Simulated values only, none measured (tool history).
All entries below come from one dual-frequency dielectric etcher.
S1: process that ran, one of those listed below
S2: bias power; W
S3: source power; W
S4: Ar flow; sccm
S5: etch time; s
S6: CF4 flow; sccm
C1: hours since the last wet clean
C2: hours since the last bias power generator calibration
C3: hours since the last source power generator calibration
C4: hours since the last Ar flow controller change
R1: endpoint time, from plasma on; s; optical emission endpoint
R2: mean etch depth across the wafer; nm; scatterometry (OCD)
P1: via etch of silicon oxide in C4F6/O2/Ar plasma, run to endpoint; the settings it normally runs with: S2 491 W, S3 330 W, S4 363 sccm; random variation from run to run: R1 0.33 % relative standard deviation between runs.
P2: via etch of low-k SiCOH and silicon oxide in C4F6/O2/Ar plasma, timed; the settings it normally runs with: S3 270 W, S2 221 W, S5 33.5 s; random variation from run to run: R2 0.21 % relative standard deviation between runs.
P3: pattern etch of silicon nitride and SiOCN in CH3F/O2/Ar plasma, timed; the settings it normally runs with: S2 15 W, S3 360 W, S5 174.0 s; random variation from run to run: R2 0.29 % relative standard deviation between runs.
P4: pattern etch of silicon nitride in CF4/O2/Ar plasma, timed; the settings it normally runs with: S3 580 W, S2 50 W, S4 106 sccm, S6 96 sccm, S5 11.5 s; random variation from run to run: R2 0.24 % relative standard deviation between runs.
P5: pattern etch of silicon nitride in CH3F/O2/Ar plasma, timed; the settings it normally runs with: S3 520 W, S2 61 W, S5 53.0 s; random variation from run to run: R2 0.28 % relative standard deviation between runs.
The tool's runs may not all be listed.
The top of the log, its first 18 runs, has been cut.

run 19 hour=224.9 | S1=P1 S2=491 S3=250 S4=363 | C1=416.7 C2=2487.1 C3=1799.3 C4=2760.7 | R1=36.039
-- hour=229.6 source power generator calibrated
run 20 hour=236.6 | S1=P2 S2=281 S3=270 S5=33.5 | C1=428.4 C2=2498.8 C3=7.1 C4=2772.4 | R2=83.581
run 21 hour=250.6 | S1=P4 S2=50 S3=580 S4=106 S5=11.5 S6=96 | C1=442.4 C2=2512.8 C3=21.1 C4=2786.4 | R2=25.220
run 22 hour=259.3 | S1=P1 S2=647 S3=330 S4=461 | C1=451.1 C2=2521.5 C3=29.8 C4=2795.1 | R1=29.963
run 23 hour=269.6 | S1=P3 S2=9 S3=360 S5=174.0 | C1=461.4 C2=2531.8 C3=40.1 C4=2805.4 | R2=15.948
run 24 hour=277.0 | S1=P1 S2=363 S3=330 S4=363 | C1=468.8 C2=2539.2 C3=47.5 C4=2812.8 | R1=36.291
run 25 hour=289.5 | S1=P1 S2=491 S3=460 S4=363 | C1=481.3 C2=2551.7 C3=60.0 C4=2825.3 | R1=28.751
run 26 hour=300.1 | S1=P2 S2=221 S3=270 S5=33.5 | C1=491.9 C2=2562.3 C3=70.6 C4=2835.9 | R2=76.887
run 27 hour=309.5 | S1=P1 S2=491 S3=330 S4=363 | C1=501.3 C2=2571.7 C3=80.0 C4=2845.3 | R1=32.282
run 28 hour=319.9 | S1=P5 S2=37 S3=520 S5=53.0 | C1=511.7 C2=2582.1 C3=90.4 C4=2855.7 | R2=32.744
run 29 hour=335.7 | S1=P5 S2=61 S3=360 S5=53.0 | C1=527.5 C2=2597.9 C3=106.2 C4=2871.5 | R2=32.943
run 30 hour=348.0 | S1=P4 S2=50 S3=580 S4=106 S5=11.5 S6=118 | C1=539.8 C2=2610.2 C3=118.5 C4=2883.8 | R2=25.675
run 31 hour=359.5 | S1=P1 S2=491 S3=330 S4=363 | C1=551.3 C2=2621.7 C3=130.0 C4=2895.3 | R1=32.420
run 32 hour=366.7 | S1=P1 S2=491 S3=330 S4=363 | C1=558.5 C2=2628.9 C3=137.2 C4=2902.5 | R1=32.352
run 33 hour=375.5 | S1=P1 S2=491 S3=330 S4=363 | C1=567.3 C2=2637.7 C3=146.0 C4=2911.3 | R1=32.427
run 34 hour=387.1 | S1=P1 S2=491 S3=330 S4=363 | C1=578.9 C2=2649.3 C3=157.6 C4=2922.9 | R1=32.253
run 35 hour=400.0 | S1=P1 S2=491 S3=330 S4=363 | C1=591.8 C2=2662.2 C3=170.5 C4=2935.8 | R1=32.081
run 36 hour=407.9 | S1=P1 S2=491 S3=330 S4=363 | C1=599.7 C2=2670.1 C3=178.4 C4=2943.7 | R1=32.093
-- hour=416.6 Ar flow controller replaced
run 37 hour=422.4 | S1=P1 S2=491 S3=330 S4=363 | C1=614.2 C2=2684.6 C3=192.9 C4=5.9 | R1=31.882
run 38 hour=431.1 | S1=P1 S2=491 S3=330 S4=363 | C1=622.9 C2=2693.3 C3=201.6 C4=14.6 | R1=31.896
-- hour=441.9 wet clean of the chamber
run 39 hour=446.8 | S1=P1 S2=491 S3=330 S4=363 | C1=5.0 C2=2709.0 C3=217.3 C4=30.3 | R1=32.081
run 40 hour=459.5 | S1=P1 S2=491 S3=330 S4=363 | C1=17.7 C2=2721.7 C3=230.0 C4=43.0 | R1=31.933

Run 41 comes next. What will it give?
run 41 hour=474.9 | S1=P1 S2=491 S3=330 S4=363 | C1=33.1 C2=2737.1 C3=245.4 C4=58.4 | R1=?

For run 41 the tool returned R1 31.938 s.

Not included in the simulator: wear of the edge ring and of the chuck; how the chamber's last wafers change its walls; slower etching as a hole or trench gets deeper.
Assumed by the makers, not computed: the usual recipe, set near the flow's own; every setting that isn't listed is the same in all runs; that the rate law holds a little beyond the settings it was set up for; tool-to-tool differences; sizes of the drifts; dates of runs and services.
